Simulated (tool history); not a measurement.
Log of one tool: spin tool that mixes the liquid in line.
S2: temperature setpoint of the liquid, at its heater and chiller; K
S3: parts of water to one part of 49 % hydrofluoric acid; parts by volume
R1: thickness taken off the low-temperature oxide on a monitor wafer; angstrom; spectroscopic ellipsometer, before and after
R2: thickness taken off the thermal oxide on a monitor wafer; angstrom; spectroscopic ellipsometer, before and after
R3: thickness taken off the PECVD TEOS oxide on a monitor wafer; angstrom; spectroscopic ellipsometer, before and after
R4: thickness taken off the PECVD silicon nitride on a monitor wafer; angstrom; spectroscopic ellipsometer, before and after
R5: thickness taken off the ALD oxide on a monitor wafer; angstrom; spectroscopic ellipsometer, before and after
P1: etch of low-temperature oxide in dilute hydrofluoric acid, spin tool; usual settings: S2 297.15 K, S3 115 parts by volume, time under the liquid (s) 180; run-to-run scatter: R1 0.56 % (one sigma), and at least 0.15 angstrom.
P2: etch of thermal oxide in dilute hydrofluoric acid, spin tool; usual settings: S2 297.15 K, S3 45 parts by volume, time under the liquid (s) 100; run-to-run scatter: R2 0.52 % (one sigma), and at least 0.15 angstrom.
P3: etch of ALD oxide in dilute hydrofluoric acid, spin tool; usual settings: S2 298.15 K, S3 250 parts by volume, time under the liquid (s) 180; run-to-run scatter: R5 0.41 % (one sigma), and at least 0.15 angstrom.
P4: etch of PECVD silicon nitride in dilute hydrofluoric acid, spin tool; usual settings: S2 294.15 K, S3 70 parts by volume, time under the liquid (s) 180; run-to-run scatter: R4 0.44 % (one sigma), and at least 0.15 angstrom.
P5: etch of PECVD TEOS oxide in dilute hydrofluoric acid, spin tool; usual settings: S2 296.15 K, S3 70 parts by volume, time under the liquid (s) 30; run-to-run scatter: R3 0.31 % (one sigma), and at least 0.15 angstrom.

{"run": 1, "day": 0.15, "process that ran": "P1", "S2": 297.15, "S3": 115, "time under the liquid (s)": 180, "R1": 244.38}
{"run": 2, "day": 0.279, "process that ran": "P1", "S2": 302.65, "S3": 115, "time under the liquid (s)": 180, "R1": 306.3}
{"run": 3, "day": 0.4, "process that ran": "P2", "S2": 297.15, "S3": 45, "time under the liquid (s)": 55, "R2": 62.321}
{"run": 4, "day": 0.512, "process that ran": "P5", "S2": 296.15, "S3": 70, "time under the liquid (s)": 30, "R3": 100.88}
{"run": 5, "day": 0.646, "process that ran": "P1", "S2": 297.15, "S3": 115, "time under the liquid (s)": 300, "R1": 407.7}
{"run": 6, "day": 0.808, "process that ran": "P4", "S2": 294.15, "S3": 70, "time under the liquid (s)": 365, "R4": 118.45}
{"run": 7, "day": 0.967, "process that ran": "P2", "S2": 297.15, "S3": 75, "time under the liquid (s)": 100, "R2": 65.374}
{"run": 8, "day": 1.138, "process that ran": "P1", "S2": 297.15, "S3": 115, "time under the liquid (s)": 180, "R1": 244.42}
{"run": 9, "day": 1.317, "process that ran": "P2", "S2": 305.15, "S3": 45, "time under the liquid (s)": 100, "R2": 155.02}
{"run": 10, "day": 1.4, "process that ran": "P1", "S2": 292.65, "S3": 170, "time under the liquid (s)": 180, "R1": 130.82}
{"run": 11, "day": 1.496, "process that ran": "P5", "S2": 296.15, "S3": 70, "time under the liquid (s)": 60, "R3": 201.51}
{"run": 12, "day": 1.592, "process that ran": "P4", "S2": 301.15, "S3": 70, "time under the liquid (s)": 180, "R4": 92.993}
{"run": 13, "day": 1.775, "process that ran": "P1", "S2": 297.15, "S3": 115, "time under the liquid (s)": 45, "R1": 61.272}
{"run": 14, "day": 1.9, "process that ran": "P5", "S2": 302.15, "S3": 70, "time under the liquid (s)": 30, "R3": 128.24}
{"run": 15, "day": 2.071, "process that ran": "P1", "S2": 297.15, "S3": 115, "time under the liquid (s)": 180, "R1": 245.34}
{"day": 2.075, "done": "thermometer replaced"}
{"run": 16, "day": 2.208, "process that ran": "P1", "S2": 292.15, "S3": 115, "time under the liquid (s)": 180, "R1": 201.39}
{"run": 17, "day": 2.308, "process that ran": "P3", "S2": 298.15, "S3": 250, "time under the liquid (s)": 180, "R5": 119.84}
{"run": 18, "day": 2.45, "process that ran": "P4", "S2": 294.15, "S3": 35, "time under the liquid (s)": 180, "R4": 114.56}
{"run": 19, "day": 2.542, "process that ran": "P1", "S2": 297.15, "S3": 200, "time under the liquid (s)": 180, "R1": 129.04}
{"run": 20, "day": 2.671, "process that ran": "P5", "S2": 296.15, "S3": 105, "time under the liquid (s)": 30, "R3": 64.628}
{"run": 21, "day": 2.796, "process that ran": "P4", "S2": 294.15, "S3": 70, "time under the liquid (s)": 180, "R4": 58.172}
{"run": 22, "day": 2.908, "process that ran": "P3", "S2": 298.15, "S3": 250, "time under the liquid (s)": 260, "R5": 174.01}
{"run": 23, "day": 2.988, "process that ran": "P2", "S2": 297.15, "S3": 45, "time under the liquid (s)": 100, "R2": 113.2}
{"run": 24, "day": 3.158, "process that ran": "P1", "S2": 297.15, "S3": 115, "time under the liquid (s)": 180, "R1": 243.66}
{"run": 25, "day": 3.275, "process that ran": "P3", "S2": 298.15, "S3": 250, "time under the liquid (s)": 180, "R5": 121.32}
{"run": 26, "day": 3.392, "process that ran": "P3", "S2": 298.15, "S3": 160, "time under the liquid (s)": 180, "R5": 207.7}
{"run": 27, "day": 3.571, "process that ran": "P2", "S2": 297.15, "S3": 45, "time under the liquid (s)": 100, "R2": 113.05}
{"run": 28, "day": 3.712, "process that ran": "P3", "S2": 291.15, "S3": 250, "time under the liquid (s)": 180, "R5": 92.894}

Forecast run 29:
{"run": 29, "day": 3.817, "process that ran": "P1", "S2": 297.15, "S3": 45, "time under the liquid (s)": 180, "R1": "?"}

R1: 686.73 angstrom
